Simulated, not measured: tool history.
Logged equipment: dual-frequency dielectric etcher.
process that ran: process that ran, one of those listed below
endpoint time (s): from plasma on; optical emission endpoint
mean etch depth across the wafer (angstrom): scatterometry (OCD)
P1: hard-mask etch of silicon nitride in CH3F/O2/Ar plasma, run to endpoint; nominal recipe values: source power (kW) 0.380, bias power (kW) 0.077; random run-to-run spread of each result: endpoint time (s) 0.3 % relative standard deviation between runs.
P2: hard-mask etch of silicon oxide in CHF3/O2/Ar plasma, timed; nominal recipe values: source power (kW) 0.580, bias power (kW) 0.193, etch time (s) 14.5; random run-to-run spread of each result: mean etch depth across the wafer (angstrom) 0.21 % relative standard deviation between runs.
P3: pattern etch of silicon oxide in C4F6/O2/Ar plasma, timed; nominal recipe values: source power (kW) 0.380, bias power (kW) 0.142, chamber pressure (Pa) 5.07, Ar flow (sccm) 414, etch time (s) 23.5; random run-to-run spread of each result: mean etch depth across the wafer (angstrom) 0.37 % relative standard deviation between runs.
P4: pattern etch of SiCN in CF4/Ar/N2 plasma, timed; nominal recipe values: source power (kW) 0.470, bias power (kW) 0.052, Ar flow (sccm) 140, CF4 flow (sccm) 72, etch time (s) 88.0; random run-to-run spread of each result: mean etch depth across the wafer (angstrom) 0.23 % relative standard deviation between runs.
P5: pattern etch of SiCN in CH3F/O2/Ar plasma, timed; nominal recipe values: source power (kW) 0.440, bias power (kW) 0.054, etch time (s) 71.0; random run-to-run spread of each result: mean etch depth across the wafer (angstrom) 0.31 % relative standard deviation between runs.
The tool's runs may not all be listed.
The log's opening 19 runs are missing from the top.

run   hour  process that ran  source power (kW)  bias power (kW)  etch time (s)  chamber pressure (Pa)  Ar flow (sccm)  CF4 flow (sccm)  endpoint time (s)  mean etch depth across the wafer (angstrom)
 20  180.7                P3              0.380            0.142           23.5                   5.07             329                                                                           655.92
 21  186.5                P2              0.580            0.241           14.5                                                                                                                  321.50
 22  197.8                P3              0.380            0.142           23.5                   6.07             414                                                                           624.52
 23  206.7                P5              0.440            0.054           71.0                                                                                                                  251.65
 24  217.1                P2              0.770            0.193           14.5                                                                                                                  332.47
 25  225.0                P5              0.440            0.054           97.0                                                                                                                  343.28
 26  236.9                P1              0.380            0.077                                                                                    63.134
 27  243.4                P4              0.470            0.052           88.0                                    140               72                                                          672.27
 28  252.4                P4              0.470            0.052           88.0                                    140               72                                                          671.10
     253.6  -- source power generator calibrated
 29  262.3                P3              0.380            0.142           32.0                   5.07             414                                                                           865.04
 30  274.2                P4              0.330            0.052           88.0                                    140               72                                                          493.11
 31  279.7                P1              0.380            0.059                                                                                    68.757
 32  287.3                P1              0.380            0.077                                                                                    63.007
 33  296.7                P1              0.380            0.077                                                                                    62.950
 34  303.9                P1              0.380            0.077                                                                                    63.264
 35  316.1                P1              0.380            0.077                                                                                    63.843
 36  326.0                P1              0.380            0.077                                                                                    63.966
 37  334.9                P1              0.380            0.077                                                                                    64.001
 38  345.4                P1              0.380            0.077                                                                                    64.560

The next listed run, before its measurement:
     354.4  -- wet clean of the chamber
 39  358.0                P1              0.380            0.077                                                                                         ?

endpoint time (s): 64.014
